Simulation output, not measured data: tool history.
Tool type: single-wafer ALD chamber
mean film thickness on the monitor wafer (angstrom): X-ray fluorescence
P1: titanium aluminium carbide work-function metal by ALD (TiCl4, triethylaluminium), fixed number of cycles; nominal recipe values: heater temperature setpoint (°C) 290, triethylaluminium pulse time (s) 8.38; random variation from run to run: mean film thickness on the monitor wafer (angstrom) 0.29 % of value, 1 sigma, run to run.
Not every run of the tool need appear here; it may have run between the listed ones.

| run | hour | heater temperature setpoint (°C) | triethylaluminium pulse time (s) | mean film thickness on the monitor wafer (angstrom) |
|---|---|---|---|---|
| 1 | 8.7 | 290 | 8.38 | 18.565 |
| 2 | 16.5 | 273 | 10.68 | 17.685 |
| 3 | 24.8 | 290 | 8.38 | 18.446 |
| 4 | 32.2 | 271 | 8.38 | 17.018 |
| 5 | 36.9 | 290 | 8.38 | 18.562 |
|  | 43.8 | triethylaluminium bottle replaced |
| 6 | 45.6 | 290 | 8.38 | 18.509 |
| 7 | 50.3 | 306 | 12.42 | 20.693 |
| 8 | 55.4 | 272 | 12.18 | 17.736 |
| 9 | 64.4 | 290 | 3.22 | 13.095 |
| 10 | 69.9 | 290 | 12.6 | 19.339 |
| 11 | 76.8 | 312 | 8.38 | 20.41 |
| 12 | 86.3 | 290 | 8.38 | 18.46 |
| 13 | 93.1 | 290 | 8.38 | 18.429 |
| 14 | 97.8 | 290 | 8.38 | 18.369 |
| 15 | 104.3 | 290 | 8.38 | 18.232 |
| 16 | 111 | 290 | 8.38 | 18.127 |
| 17 | 116.5 | 290 | 8.38 | 18.156 |
| 18 | 122.4 | 290 | 8.38 | 18.042 |
| 19 | 131.2 | 290 | 8.38 | 18.018 |
| 20 | 138.1 | 290 | 8.38 | 18.106 |
| 21 | 147.9 | 290 | 8.38 | 17.965 |
| 22 | 154 | 290 | 8.38 | 18.064 |

The output of P1 has drifted from where it used to be. Each of the 2 causes below, taken at the size shown beside it, accounts for the log equally well:
A: triethylaluminium dose below that of a fresh bottle (%) = 11.9
B: wafer temperature below the value expected at the setpoint (K) = 5.38
The gradual shift began around hour 93.1.

The check runs listed below each take one wafer, and their results are still question marks. Under which run would the listed causes lead to clearly different results?
| check 1 | 160.1 | 275 | 8.38 | ? |
| check 2 | 160.1 | 290 | 3.42 | ? |
| check 3 | 160.1 | 308 | 8.38 | ? |
| check 4 | 160.1 | 310 | 8.38 | ? |

If the cause were each of the candidates in turn, the checks would give the following:
| check | result | if A | if B |
|---|---|---|---|
| check 1 | mean film thickness on the monitor wafer (angstrom) | 16.838 | 16.815 |
| check 2 | mean film thickness on the monitor wafer (angstrom) | 12.654 | 13.234 |
| check 3 | mean film thickness on the monitor wafer (angstrom) | 19.521 | 19.551 |
| check 4 | mean film thickness on the monitor wafer (angstrom) | 19.686 | 19.719 |
Smallest distance between any two causes, each pair judged by its most separating result, in per cent: check 1 0.14 %; check 2 4.48 %; check 3 0.15 %; check 4 0.17 %
The causes can be told apart only by check 2. The other checks would give nearly the same results under each of them.

Check 2 was then run and gave: mean film thickness on the monitor wafer (angstrom) 13.192. Which cause is it?

The correct cause is B, namely: wafer temperature below the value expected at the setpoint (K).

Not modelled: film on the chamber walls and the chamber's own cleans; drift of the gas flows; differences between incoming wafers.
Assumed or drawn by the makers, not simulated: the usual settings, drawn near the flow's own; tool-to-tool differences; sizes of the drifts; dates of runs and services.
